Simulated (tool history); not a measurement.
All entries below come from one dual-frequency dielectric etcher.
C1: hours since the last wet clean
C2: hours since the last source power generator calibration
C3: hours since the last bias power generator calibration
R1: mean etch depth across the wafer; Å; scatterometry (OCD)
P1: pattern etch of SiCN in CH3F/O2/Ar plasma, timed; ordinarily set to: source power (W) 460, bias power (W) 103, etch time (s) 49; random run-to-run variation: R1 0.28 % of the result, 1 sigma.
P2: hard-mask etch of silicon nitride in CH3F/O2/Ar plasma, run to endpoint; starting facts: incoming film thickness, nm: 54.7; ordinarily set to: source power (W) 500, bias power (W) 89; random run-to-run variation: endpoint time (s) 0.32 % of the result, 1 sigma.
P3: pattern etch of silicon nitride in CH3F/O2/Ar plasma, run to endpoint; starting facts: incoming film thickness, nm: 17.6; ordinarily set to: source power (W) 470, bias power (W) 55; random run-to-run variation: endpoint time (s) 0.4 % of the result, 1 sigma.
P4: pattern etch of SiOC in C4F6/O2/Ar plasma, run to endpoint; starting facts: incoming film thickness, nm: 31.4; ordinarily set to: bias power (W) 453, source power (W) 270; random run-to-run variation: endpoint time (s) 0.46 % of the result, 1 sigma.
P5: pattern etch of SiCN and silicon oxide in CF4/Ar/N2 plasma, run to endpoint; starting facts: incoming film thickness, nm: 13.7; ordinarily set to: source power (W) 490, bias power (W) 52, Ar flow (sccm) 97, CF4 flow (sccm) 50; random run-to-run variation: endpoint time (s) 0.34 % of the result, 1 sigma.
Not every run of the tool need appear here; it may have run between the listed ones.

run 1 hour=7.3 | process_that_ran=P1 source_power_(W)=460 bias_power_(W)=103 etch_time_(s)=49 | C1=394.5 C2=1224.1 C3=1023.4 | R1=223.14
run 2 hour=16.8 | process_that_ran=P5 source_power_(W)=490 bias_power_(W)=52 Ar_flow_(sccm)=97 CF4_flow_(sccm)=50 | C1=404 C2=1233.6 C3=1032.9 | endpoint_time_(s)=17.673
run 3 hour=24.1 | process_that_ran=P5 source_power_(W)=490 bias_power_(W)=52 Ar_flow_(sccm)=97 CF4_flow_(sccm)=39 | C1=411.3 C2=1240.9 C3=1040.2 | endpoint_time_(s)=18.434
run 4 hour=33.8 | process_that_ran=P1 source_power_(W)=460 bias_power_(W)=122 etch_time_(s)=49 | C1=421 C2=1250.6 C3=1049.9 | R1=238.97
run 5 hour=40.6 | process_that_ran=P1 source_power_(W)=460 bias_power_(W)=78 etch_time_(s)=49 | C1=427.8 C2=1257.4 C3=1056.7 | R1=203.99
run 6 hour=46.1 | process_that_ran=P1 source_power_(W)=460 bias_power_(W)=103 etch_time_(s)=49 | C1=433.3 C2=1262.9 C3=1062.2 | R1=225.02
run 7 hour=50.4 | process_that_ran=P4 source_power_(W)=270 bias_power_(W)=453 | C1=437.6 C2=1267.2 C3=1066.5 | endpoint_time_(s)=12.515
run 8 hour=59.3 | process_that_ran=P2 source_power_(W)=370 bias_power_(W)=89 | C1=446.5 C2=1276.1 C3=1075.4 | endpoint_time_(s)=73.499
run 9 hour=67.2 | process_that_ran=P5 source_power_(W)=490 bias_power_(W)=52 Ar_flow_(sccm)=97 CF4_flow_(sccm)=50 | C1=454.4 C2=1284 C3=1083.3 | endpoint_time_(s)=17.706
run 10 hour=71.6 | process_that_ran=P1 source_power_(W)=460 bias_power_(W)=103 etch_time_(s)=49 | C1=458.8 C2=1288.4 C3=1087.7 | R1=223.79
run 11 hour=77.8 | process_that_ran=P1 source_power_(W)=460 bias_power_(W)=103 etch_time_(s)=49 | C1=465 C2=1294.6 C3=1093.9 | R1=223.65
run 12 hour=83.2 | process_that_ran=P2 source_power_(W)=500 bias_power_(W)=89 | C1=470.4 C2=1300 C3=1099.3 | endpoint_time_(s)=65.914
run 13 hour=88.3 | process_that_ran=P5 source_power_(W)=690 bias_power_(W)=52 Ar_flow_(sccm)=97 CF4_flow_(sccm)=50 | C1=475.5 C2=1305.1 C3=1104.4 | endpoint_time_(s)=12.955
run 14 hour=94 | process_that_ran=P4 source_power_(W)=350 bias_power_(W)=453 | C1=481.2 C2=1310.8 C3=1110.1 | endpoint_time_(s)=11.276
run 15 hour=102.1 | process_that_ran=P5 source_power_(W)=490 bias_power_(W)=52 Ar_flow_(sccm)=119 CF4_flow_(sccm)=50 | C1=489.3 C2=1318.9 C3=1118.2 | endpoint_time_(s)=18.247
run 16 hour=110.2 | process_that_ran=P1 source_power_(W)=460 bias_power_(W)=103 etch_time_(s)=49 | C1=497.4 C2=1327 C3=1126.3 | R1=224.66
run 17 hour=117 | process_that_ran=P1 source_power_(W)=460 bias_power_(W)=103 etch_time_(s)=49 | C1=504.2 C2=1333.8 C3=1133.1 | R1=223.65
run 18 hour=125.1 | process_that_ran=P1 source_power_(W)=590 bias_power_(W)=129 etch_time_(s)=49 | C1=512.3 C2=1341.9 C3=1141.2 | R1=267.5
run 19 hour=134.7 | process_that_ran=P5 source_power_(W)=490 bias_power_(W)=34 Ar_flow_(sccm)=97 CF4_flow_(sccm)=50 | C1=521.9 C2=1351.5 C3=1150.8 | endpoint_time_(s)=20.165
run 20 hour=142 | process_that_ran=P3 source_power_(W)=470 bias_power_(W)=55 | C1=529.2 C2=1358.8 C3=1158.1 | endpoint_time_(s)=26.376
run 21 hour=150.1 | process_that_ran=P1 source_power_(W)=570 bias_power_(W)=103 etch_time_(s)=49 | C1=537.3 C2=1366.9 C3=1166.2 | R1=243.23
run 22 hour=158.5 | process_that_ran=P3 source_power_(W)=470 bias_power_(W)=55 | C1=545.7 C2=1375.3 C3=1174.6 | endpoint_time_(s)=26.144
run 23 hour=164 | process_that_ran=P1 source_power_(W)=580 bias_power_(W)=77 etch_time_(s)=49 | C1=551.2 C2=1380.8 C3=1180.1 | R1=220.3
run 24 hour=170.9 | process_that_ran=P4 source_power_(W)=270 bias_power_(W)=453 | C1=558.1 C2=1387.7 C3=1187 | endpoint_time_(s)=12.431
run 25 hour=178.2 | process_that_ran=P1 source_power_(W)=460 bias_power_(W)=103 etch_time_(s)=29.5 | C1=565.4 C2=1395 C3=1194.3 | R1=135.64
run 26 hour=184.8 | process_that_ran=P3 source_power_(W)=470 bias_power_(W)=44 | C1=572 C2=1401.6 C3=1200.9 | endpoint_time_(s)=28.031
run 27 hour=194 | process_that_ran=P1 source_power_(W)=460 bias_power_(W)=103 etch_time_(s)=63.5 | C1=581.2 C2=1410.8 C3=1210.1 | R1=289.83
run 28 hour=201.8 | process_that_ran=P3 source_power_(W)=610 bias_power_(W)=55 | C1=589 C2=1418.6 C3=1217.9 | endpoint_time_(s)=23.837
run 29 hour=208.2 | process_that_ran=P2 source_power_(W)=500 bias_power_(W)=89 | C1=595.4 C2=1425 C3=1224.3 | endpoint_time_(s)=65.935
run 30 hour=213.4 | process_that_ran=P2 source_power_(W)=500 bias_power_(W)=118 | C1=600.6 C2=1430.2 C3=1229.5 | endpoint_time_(s)=59.033
run 31 hour=218.2 | process_that_ran=P1 source_power_(W)=320 bias_power_(W)=103 etch_time_(s)=49 | C1=605.4 C2=1435 C3=1234.3 | R1=195.93
run 32 hour=224.5 | process_that_ran=P4 source_power_(W)=270 bias_power_(W)=590 | C1=611.7 C2=1441.3 C3=1240.6 | endpoint_time_(s)=11.136
run 33 hour=233 | process_that_ran=P1 source_power_(W)=460 bias_power_(W)=103 etch_time_(s)=49 | C1=620.2 C2=1449.8 C3=1249.1 | R1=225.22
run 34 hour=242.7 | process_that_ran=P1 source_power_(W)=460 bias_power_(W)=103 etch_time_(s)=49 | C1=629.9 C2=1459.5 C3=1258.8 | R1=225.25
run 35 hour=248.7 | process_that_ran=P1 source_power_(W)=460 bias_power_(W)=103 etch_time_(s)=49 | C1=635.9 C2=1465.5 C3=1264.8 | R1=227.42
run 36 hour=258.1 | process_that_ran=P1 source_power_(W)=460 bias_power_(W)=103 etch_time_(s)=49 | C1=645.3 C2=1474.9 C3=1274.2 | R1=226.34
run 37 hour=264.6 | process_that_ran=P1 source_power_(W)=460 bias_power_(W)=103 etch_time_(s)=49 | C1=651.8 C2=1481.4 C3=1280.7 | R1=226.45
-- hour=267.6 wet clean of the chamber
run 38 hour=270.4 | process_that_ran=P1 source_power_(W)=460 bias_power_(W)=103 etch_time_(s)=49 | C1=2.8 C2=1487.2 C3=1286.5 | R1=226.92
run 39 hour=276.2 | process_that_ran=P1 source_power_(W)=460 bias_power_(W)=103 etch_time_(s)=49 | C1=8.6 C2=1493 C3=1292.3 | R1=228.17
run 40 hour=282.3 | process_that_ran=P1 source_power_(W)=460 bias_power_(W)=103 etch_time_(s)=49 | C1=14.7 C2=1499.1 C3=1298.4 | R1=226.93
run 41 hour=290.4 | process_that_ran=P1 source_power_(W)=460 bias_power_(W)=103 etch_time_(s)=49 | C1=22.8 C2=1507.2 C3=1306.5 | R1=226.7

P1 no longer gives what it gave before; its output has crept away from where it was. The following 2 causes, each at its listed size, fit the log equally well:
A: source power that arrives over what is set, % = 3.88
B: bias power that arrives over what is set, % = 3.8
The process output started creeping at around hour 233.
The rest of the possible causes, and what rules out each one:
chamber walls in a state that raises the etch rate, %: serviced at hour 267.6, after the drift had started, without restoring the earlier output

Below are 4 check runs, each averaged over 2 wafers, with their results shown as question marks. Which of them would give clearly different results depending on which cause is behind the drift?
run check 1 hour=298.5 | process_that_ran=P5 source_power_(W)=490 bias_power_(W)=40 Ar_flow_(sccm)=97 CF4_flow_(sccm)=50 | endpoint_time_(s)=?
run check 2 hour=298.5 | process_that_ran=P3 source_power_(W)=570 bias_power_(W)=55 | endpoint_time_(s)=?
run check 3 hour=298.5 | process_that_ran=P4 source_power_(W)=270 bias_power_(W)=558 | endpoint_time_(s)=?
run check 4 hour=298.5 | process_that_ran=P2 source_power_(W)=500 bias_power_(W)=105 | endpoint_time_(s)=?

What every check run would give for each of its results, assuming each possible cause in turn:
check=check_1 result=endpoint_time_(s) if_A=18.511 if_B=18.933
check=check_2 result=endpoint_time_(s) if_A=23.998 if_B=24.076
check=check_3 result=endpoint_time_(s) if_A=11.331 if_B=11.325
check=check_4 result=endpoint_time_(s) if_A=61.112 if_B=61.145
Distance between the nearest two causes, measured in the result of the check that separates them most: check 1 2.25 %; check 2 0.32 %; check 3 0.05 %; check 4 0.05 %
Check 1 distinguishes between the causes, while the remaining checks would return nearly the same result for all of them.

Check 1 was carried out, with these results: endpoint time (s) 19.013. Which of the listed causes is responsible?

The correct cause is B, namely: bias power that arrives over what is set, %.
